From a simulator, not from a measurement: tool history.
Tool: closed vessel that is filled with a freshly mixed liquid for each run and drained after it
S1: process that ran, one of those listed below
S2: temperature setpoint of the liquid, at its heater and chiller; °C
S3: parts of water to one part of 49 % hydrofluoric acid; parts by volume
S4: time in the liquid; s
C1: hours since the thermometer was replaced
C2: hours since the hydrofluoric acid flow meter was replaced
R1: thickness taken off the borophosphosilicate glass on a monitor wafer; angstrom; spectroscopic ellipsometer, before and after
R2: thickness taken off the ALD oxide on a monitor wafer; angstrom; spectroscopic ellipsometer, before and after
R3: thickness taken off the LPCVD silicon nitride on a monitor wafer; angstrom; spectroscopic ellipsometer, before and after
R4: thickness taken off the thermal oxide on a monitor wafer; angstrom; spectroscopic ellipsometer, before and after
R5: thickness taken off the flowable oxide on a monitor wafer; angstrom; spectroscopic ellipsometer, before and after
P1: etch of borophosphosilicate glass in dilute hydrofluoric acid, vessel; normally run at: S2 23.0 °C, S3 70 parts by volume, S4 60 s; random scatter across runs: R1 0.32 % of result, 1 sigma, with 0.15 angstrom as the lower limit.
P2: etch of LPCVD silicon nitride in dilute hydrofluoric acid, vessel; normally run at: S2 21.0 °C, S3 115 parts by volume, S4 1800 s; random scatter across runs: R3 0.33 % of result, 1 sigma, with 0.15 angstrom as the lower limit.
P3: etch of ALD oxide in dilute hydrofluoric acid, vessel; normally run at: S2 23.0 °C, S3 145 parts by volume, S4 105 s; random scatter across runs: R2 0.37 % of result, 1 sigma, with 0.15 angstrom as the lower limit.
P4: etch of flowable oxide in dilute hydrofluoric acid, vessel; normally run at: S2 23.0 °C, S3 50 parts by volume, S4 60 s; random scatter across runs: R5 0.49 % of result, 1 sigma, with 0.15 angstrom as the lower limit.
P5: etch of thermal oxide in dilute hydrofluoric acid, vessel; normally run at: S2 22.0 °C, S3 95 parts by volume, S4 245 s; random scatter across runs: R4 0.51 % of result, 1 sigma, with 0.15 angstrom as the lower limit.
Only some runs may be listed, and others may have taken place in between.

| run | hour | S1 | S2 | S3 | S4 | C1 | C2 | R1 | R2 | R3 | R4 | R5 |
|---|---|---|---|---|---|---|---|---|---|---|---|---|
| 1 | 6.9 | P1 | 23.0 | 70 | 60 | 791.3 | 233.7 | 501.00 |  |  |  |  |
| 2 | 16.3 | P3 | 23.0 | 145 | 105 | 800.7 | 243.1 |  | 114.490 |  |  |  |
| 3 | 27.7 | P1 | 17.0 | 70 | 60 | 812.1 | 254.5 | 392.66 |  |  |  |  |
| 4 | 36.0 | P2 | 21.0 | 115 | 2660 | 820.4 | 262.8 |  |  | 95.481 |  |  |
| 5 | 42.2 | P5 | 28.0 | 95 | 245 | 826.6 | 269.0 |  |  |  | 146.52 |  |
| 6 | 52.8 | P5 | 22.0 | 20 | 245 | 837.2 | 279.6 |  |  |  | 602.51 |  |
| 7 | 60.4 | P1 | 23.0 | 70 | 60 | 844.8 | 287.2 | 503.63 |  |  |  |  |
| 8 | 69.4 | P1 | 23.0 | 70 | 60 | 853.8 | 296.2 | 504.84 |  |  |  |  |
| 9 | 75.6 | P1 | 23.0 | 70 | 30 | 860.0 | 302.4 | 250.60 |  |  |  |  |
| 10 | 85.6 | P1 | 27.5 | 70 | 30 | 870.0 | 312.4 | 300.06 |  |  |  |  |
| 11 | 97.6 | P1 | 23.0 | 70 | 60 | 882.0 | 324.4 | 502.97 |  |  |  |  |
| 12 | 103.7 | P4 | 23.0 | 50 | 30 | 888.1 | 330.5 |  |  |  |  | 169.89 |
| 13 | 113.4 | P4 | 23.0 | 50 | 60 | 897.8 | 340.2 |  |  |  |  | 343.42 |
| 14 | 121.7 | P2 | 21.0 | 115 | 1800 | 906.1 | 348.5 |  |  | 64.375 |  |  |
| 15 | 133.3 | P4 | 19.0 | 50 | 60 | 917.7 | 360.1 |  |  |  |  | 287.78 |
| 16 | 143.3 | P5 | 22.0 | 95 | 420 | 927.7 | 370.1 |  |  |  | 197.63 |  |
|  | 146.9 | hydrofluoric acid flow meter replaced |
| 17 | 153.8 | P1 | 28.0 | 70 | 60 | 938.2 | 6.9 | 614.00 |  |  |  |  |
| 18 | 162.0 | P1 | 23.0 | 70 | 60 | 946.4 | 15.1 | 499.46 |  |  |  |  |
| 19 | 173.0 | P3 | 23.0 | 145 | 105 | 957.4 | 26.1 |  | 114.800 |  |  |  |
| 20 | 180.1 | P2 | 21.0 | 115 | 1800 | 964.5 | 33.2 |  |  | 63.986 |  |  |
| 21 | 191.9 | P4 | 23.0 | 50 | 60 | 976.3 | 45.0 |  |  |  |  | 338.98 |
| 22 | 197.3 | P1 | 23.0 | 20 | 60 | 981.7 | 50.4 | 1873.90 |  |  |  |  |
| 23 | 203.9 | P4 | 23.0 | 90 | 60 | 988.3 | 57.0 |  |  |  |  | 181.34 |
| 24 | 214.4 | P1 | 30.0 | 70 | 30 | 998.8 | 67.5 | 330.56 |  |  |  |  |
| 25 | 220.9 | P2 | 17.0 | 115 | 1800 | 1005.3 | 74.0 |  |  | 49.150 |  |  |
| 26 | 229.5 | P3 | 23.0 | 225 | 105 | 1013.9 | 82.6 |  | 67.817 |  |  |  |
| 27 | 240.9 | P1 | 23.0 | 105 | 60 | 1025.3 | 94.0 | 321.29 |  |  |  |  |
| 28 | 250.3 | P3 | 23.0 | 145 | 35 | 1034.7 | 103.4 |  | 38.249 |  |  |  |
| 29 | 256.2 | P1 | 17.5 | 70 | 115 | 1040.6 | 109.3 | 764.00 |  |  |  |  |
| 30 | 268.0 | P5 | 22.0 | 95 | 245 | 1052.4 | 121.1 |  |  |  | 114.49 |  |
| 31 | 278.1 | P1 | 23.0 | 70 | 60 | 1062.5 | 131.2 | 501.09 |  |  |  |  |
| 32 | 288.5 | P1 | 23.0 | 70 | 105 | 1072.9 | 141.6 | 875.86 |  |  |  |  |

Run 33 has not been measured yet. What should we expect?
| 33 | 300.1 | P3 | 19.0 | 145 | 105 | 1084.5 | 153.2 |  | ? |  |  |  |

R2: 98.075 angstrom
